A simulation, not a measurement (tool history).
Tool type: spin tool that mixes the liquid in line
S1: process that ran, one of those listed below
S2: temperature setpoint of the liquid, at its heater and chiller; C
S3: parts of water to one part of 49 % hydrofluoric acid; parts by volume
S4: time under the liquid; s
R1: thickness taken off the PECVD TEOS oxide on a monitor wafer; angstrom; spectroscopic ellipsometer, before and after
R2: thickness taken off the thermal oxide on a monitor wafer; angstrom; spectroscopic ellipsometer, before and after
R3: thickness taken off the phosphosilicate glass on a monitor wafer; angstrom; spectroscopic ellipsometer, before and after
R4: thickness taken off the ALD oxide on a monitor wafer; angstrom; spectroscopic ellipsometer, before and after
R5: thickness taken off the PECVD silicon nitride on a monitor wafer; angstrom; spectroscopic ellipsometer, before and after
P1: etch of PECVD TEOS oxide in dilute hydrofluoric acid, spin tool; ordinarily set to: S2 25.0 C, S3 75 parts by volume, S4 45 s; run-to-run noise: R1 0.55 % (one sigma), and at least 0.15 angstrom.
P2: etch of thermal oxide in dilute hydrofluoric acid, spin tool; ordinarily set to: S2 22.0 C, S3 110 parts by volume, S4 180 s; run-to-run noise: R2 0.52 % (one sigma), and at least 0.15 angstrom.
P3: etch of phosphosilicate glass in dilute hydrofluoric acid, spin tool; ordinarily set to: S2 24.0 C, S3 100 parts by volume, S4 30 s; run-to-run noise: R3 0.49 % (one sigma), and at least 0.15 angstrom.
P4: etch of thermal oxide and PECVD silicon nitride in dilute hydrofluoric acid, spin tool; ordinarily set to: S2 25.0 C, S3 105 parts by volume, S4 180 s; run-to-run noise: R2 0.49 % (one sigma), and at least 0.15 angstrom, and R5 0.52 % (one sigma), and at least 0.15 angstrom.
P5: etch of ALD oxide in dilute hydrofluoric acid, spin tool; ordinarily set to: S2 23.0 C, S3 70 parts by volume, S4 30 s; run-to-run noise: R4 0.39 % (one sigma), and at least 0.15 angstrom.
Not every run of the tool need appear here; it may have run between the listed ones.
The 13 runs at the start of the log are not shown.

run	day	S1	S2	S3	S4	R1	R2	R3	R4	R5
14	3.717	P2	22.0	200	180		38.334			
15	3.992	P5	23.0	70	15				39.872	
16	4.346	P1	25.0	75	65	88.061				
17	4.592	P1	31.5	75	45	78.151				
18	4.862	P5	23.0	70	30				79.592	
19	5.075	P4	25.0	105	180		85.722			103.450
20	5.462	P1	25.0	75	45	61.327				
21	5.654	P3	24.0	100	30			604.94		
22	5.975	P2	18.0	110	180		65.062			
23	6.233	P2	22.0	110	100		42.060			
24	6.454	P4	25.0	105	340		162.720			194.520
25	6.708	P1	25.0	75	45	61.141				
26	6.925	P1	25.0	75	45	61.030				
27	7.296	P3	31.0	100	30			794.49		
28	7.517	P4	25.0	60	180		160.150			178.750
29	7.879	P4	21.0	105	180		74.120			78.654

The next listed run, before its measurement:
30	8.204	P1	25.0	75	45	?				

R1: 61.607 angstrom
